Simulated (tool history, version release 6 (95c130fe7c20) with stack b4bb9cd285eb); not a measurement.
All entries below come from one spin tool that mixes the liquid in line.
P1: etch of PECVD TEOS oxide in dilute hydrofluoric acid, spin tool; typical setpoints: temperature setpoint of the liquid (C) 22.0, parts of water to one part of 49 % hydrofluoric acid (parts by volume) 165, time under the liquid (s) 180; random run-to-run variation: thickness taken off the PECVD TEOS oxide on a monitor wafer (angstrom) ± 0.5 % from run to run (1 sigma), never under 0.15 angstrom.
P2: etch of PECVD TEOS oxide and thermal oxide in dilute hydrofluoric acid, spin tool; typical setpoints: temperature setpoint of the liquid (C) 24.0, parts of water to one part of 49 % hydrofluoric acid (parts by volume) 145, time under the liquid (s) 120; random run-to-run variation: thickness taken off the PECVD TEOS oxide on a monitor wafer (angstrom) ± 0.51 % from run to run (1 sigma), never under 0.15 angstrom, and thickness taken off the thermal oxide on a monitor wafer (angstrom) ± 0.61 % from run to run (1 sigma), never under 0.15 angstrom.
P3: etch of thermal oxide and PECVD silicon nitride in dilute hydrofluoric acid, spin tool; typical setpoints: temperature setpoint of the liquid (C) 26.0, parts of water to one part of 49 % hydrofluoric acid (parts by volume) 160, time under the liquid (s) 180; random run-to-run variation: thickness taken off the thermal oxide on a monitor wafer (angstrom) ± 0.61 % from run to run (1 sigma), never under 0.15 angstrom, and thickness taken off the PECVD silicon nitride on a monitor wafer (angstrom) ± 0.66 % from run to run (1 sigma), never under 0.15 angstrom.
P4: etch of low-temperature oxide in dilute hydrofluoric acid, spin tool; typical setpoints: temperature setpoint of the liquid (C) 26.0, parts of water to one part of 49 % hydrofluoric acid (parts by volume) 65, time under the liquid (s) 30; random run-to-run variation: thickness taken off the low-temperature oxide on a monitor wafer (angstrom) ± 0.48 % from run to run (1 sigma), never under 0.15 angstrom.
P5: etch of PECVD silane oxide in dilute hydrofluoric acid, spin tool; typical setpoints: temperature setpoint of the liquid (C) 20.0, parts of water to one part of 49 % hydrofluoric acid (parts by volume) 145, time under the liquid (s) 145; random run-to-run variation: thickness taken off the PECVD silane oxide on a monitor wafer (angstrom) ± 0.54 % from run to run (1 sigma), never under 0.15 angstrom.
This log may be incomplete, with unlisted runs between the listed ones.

run   hour  process that ran  temperature setpoint of the liquid (C)  parts of water to one part of 49 % hydrofluoric acid (parts by volume)  time under the liquid (s)  hours since the thermometer was replaced  hours since the hydrofluoric acid flow meter was replaced  thickness taken off the PECVD TEOS oxide on a monitor wafer (angstrom)  thickness taken off the thermal oxide on a monitor wafer (angstrom)  thickness taken off the PECVD silane oxide on a monitor wafer (angstrom)  thickness taken off the low-temperature oxide on a monitor wafer (angstrom)  thickness taken off the PECVD silicon nitride on a monitor wafer (angstrom)
  1    8.4                P1                                    22.0                                                                     165                        180                                     291.6                                                      354.7                                                                 165.580
  2   24.1                P2                                    24.0                                                                      75                        120                                     307.3                                                      370.4                                                                 477.910                                                               79.114
  3   37.4                P5                                    20.0                                                                     145                         25                                     320.6                                                      383.7                                                                                                                                                                                                                 21.356
  4   52.7                P1                                    22.0                                                                     165                        300                                     335.9                                                      399.0                                                                 273.290
  5   68.0                P1                                    22.0                                                                     165                        180                                     351.2                                                      414.3                                                                 165.440
  6   79.6                P4                                    18.5                                                                      65                         30                                     362.8                                                      425.9                                                                                                                                                                                                                                                                                             131.380
  7   90.2                P1                                    22.0                                                                     165                        180                                     373.4                                                      436.5                                                                 165.580
  8  100.2                P3                                    30.0                                                                     160                        180                                     383.4                                                      446.5                                                                                                                                       61.777                                                                                                                                                                                                                              52.216
  9  110.8                P4                                    26.0                                                                      65                         30                                     394.0                                                      457.1                                                                                                                                                                                                                                                                                             180.910
 10  124.0                P2                                    24.0                                                                     145                        120                                     407.2                                                      470.3                                                                 226.060                                                               37.217
 11  136.1                P1                                    28.0                                                                     165                        180                                     419.3                                                      482.4                                                                 207.410
 12  148.6                P2                                    19.0                                                                     145                        120                                     431.8                                                      494.9                                                                 184.360                                                               30.832
 13  156.8                P3                                    26.0                                                                     160                        180                                     440.0                                                      503.1                                                                                                                                       53.485                                                                                                                                                                                                                              41.209
 14  172.2                P5                                    17.0                                                                     145                        145                                     455.4                                                      518.5                                                                                                                                                                                                                108.240
 15  181.1                P5                                    20.0                                                                     145                        145                                     464.3                                                      527.4                                                                                                                                                                                                                122.150
 16  192.2                P4                                    26.0                                                                      65                         30                                     475.4                                                      538.5                                                                                                                                                                                                                                                                                             179.850
 17  205.7                P1                                    22.0                                                                     165                        180                                     488.9                                                      552.0                                                                 163.970
 18  214.6                P1                                    22.0                                                                     165                        180                                     497.8                                                      560.9                                                                 165.750
 19  223.5                P3                                    26.0                                                                     160                        295                                     506.7                                                      569.8                                                                                                                                       87.463                                                                                                                                                                                                                              68.257
 20  230.4                P1                                    17.0                                                                     165                        180                                     513.6                                                      576.7                                                                 134.890
 21  239.1                P5                                    20.0                                                                     205                        145                                     522.3                                                      585.4                                                                                                                                                                                                                 81.165
 22  247.6                P2                                    24.0                                                                     145                        120                                     530.8                                                      593.9                                                                 226.720                                                               37.654
 23  258.5                P4                                    26.0                                                                      25                         30                                     541.7                                                      604.8                                                                                                                                                                                                                                                                                             498.470
 24  273.9                P4                                    26.0                                                                      65                         15                                     557.1                                                      620.2                                                                                                                                                                                                                                                                                              90.006
 25  289.3                P1                                    22.0                                                                      35                        180                                     572.5                                                      635.6                                                                 905.640
 26  304.8                P5                                    20.0                                                                     145                        145                                     588.0                                                      651.1                                                                                                                                                                                                                122.340
 27  320.1                P1                                    22.0                                                                     165                        180                                     603.3                                                      666.4                                                                 164.850
     324.6  -- thermometer replaced
 28  329.8                P1                                    22.0                                                                     260                        180                                       5.2                                                      676.1                                                                  95.001
 29  339.8                P1                                    22.0                                                                     165                         15                                      15.2                                                      686.1                                                                  13.420
 30  347.0                P2                                    24.0                                                                     145                        225                                      22.4                                                      693.3                                                                 421.450                                                               69.525
 31  358.0                P1                                    17.0                                                                     165                        315                                      33.4                                                      704.3                                                                 236.040
 32  365.3                P3                                    26.0                                                                     230                        180                                      40.7                                                      711.6                                                                                                                                       34.480                                                                                                                                                                                                                              29.162
 33  374.1                P1                                    22.0                                                                     165                        180                                      49.5                                                      720.4                                                                 165.670
 34  382.3                P1                                    22.0                                                                     165                        180                                      57.7                                                      728.6                                                                 160.740
 35  391.1                P1                                    22.0                                                                     165                        180                                      66.5                                                      737.4                                                                 158.260
 36  401.3                P1                                    22.0                                                                     165                        180                                      76.7                                                      747.6                                                                 157.290
 37  416.1                P1                                    22.0                                                                     165                        180                                      91.5                                                      762.4                                                                 156.350
 38  423.2                P1                                    22.0                                                                     165                        180                                      98.6                                                      769.5                                                                 156.510
 39  431.6                P1                                    22.0                                                                     165                        180                                     107.0                                                      777.9                                                                 157.520

The log shows P1 creeping away from where it was. Any of the 2 causes listed here, at the size stated for it, fits the log just as well as the others:
A: hydrofluoric acid flow below the setpoint (%) = 4.91
B: liquid colder than its thermometer reads (K) = 1.53
Creep in the process output first set in at about hour 374.1.

Each of the check runs listed below is run on 2 wafers and reports their average, with the results left as question marks. Pick the one under which the possible causes would lead to clearly different results.
check 1  440.0                P4                                    26.0                                                                      65                         30                                                                                                                                                                                                                                                                                                                                                                                                        ?
check 2  440.0                P2                                    24.0                                                                     145                        120                                                                                                                                                                            ?                                                                    ?
check 3  440.0                P5                                    20.0                                                                     145                        145                                                                                                                                                                                                                                                                                                                           ?
check 4  440.0                P3                                    26.0                                                                     160                        180                                                                                                                                                                                                                                                 ?                                                                                                                                                                                                                                   ?

How each check would come out, cause by cause:
  check                                                                       result     if A     if B
check 1  thickness taken off the low-temperature oxide on a monitor wafer (angstrom)  170.650  169.530
check 2       thickness taken off the PECVD TEOS oxide on a monitor wafer (angstrom)  213.670  213.630
check 2          thickness taken off the thermal oxide on a monitor wafer (angstrom)   35.398   35.391
check 3     thickness taken off the PECVD silane oxide on a monitor wafer (angstrom)  116.190  115.800
check 4          thickness taken off the thermal oxide on a monitor wafer (angstrom)   50.194   50.329
check 4  thickness taken off the PECVD silicon nitride on a monitor wafer (angstrom)   39.580   37.763
Minimum pairwise separation of causes per check, each pair taken at its best-separating result: check 1 0.66 %; check 2 0.02 %; check 3 0.34 %; check 4 4.7 %
Check 4 distinguishes between the causes, while the remaining checks would return nearly the same result for all of them.

Check 4 was carried out, with these results: thickness taken off the thermal oxide on a monitor wafer (angstrom) 50.704; thickness taken off the PECVD silicon nitride on a monitor wafer (angstrom) 37.806. Which of the listed causes is responsible?

B is the cause: liquid colder than its thermometer reads (K).
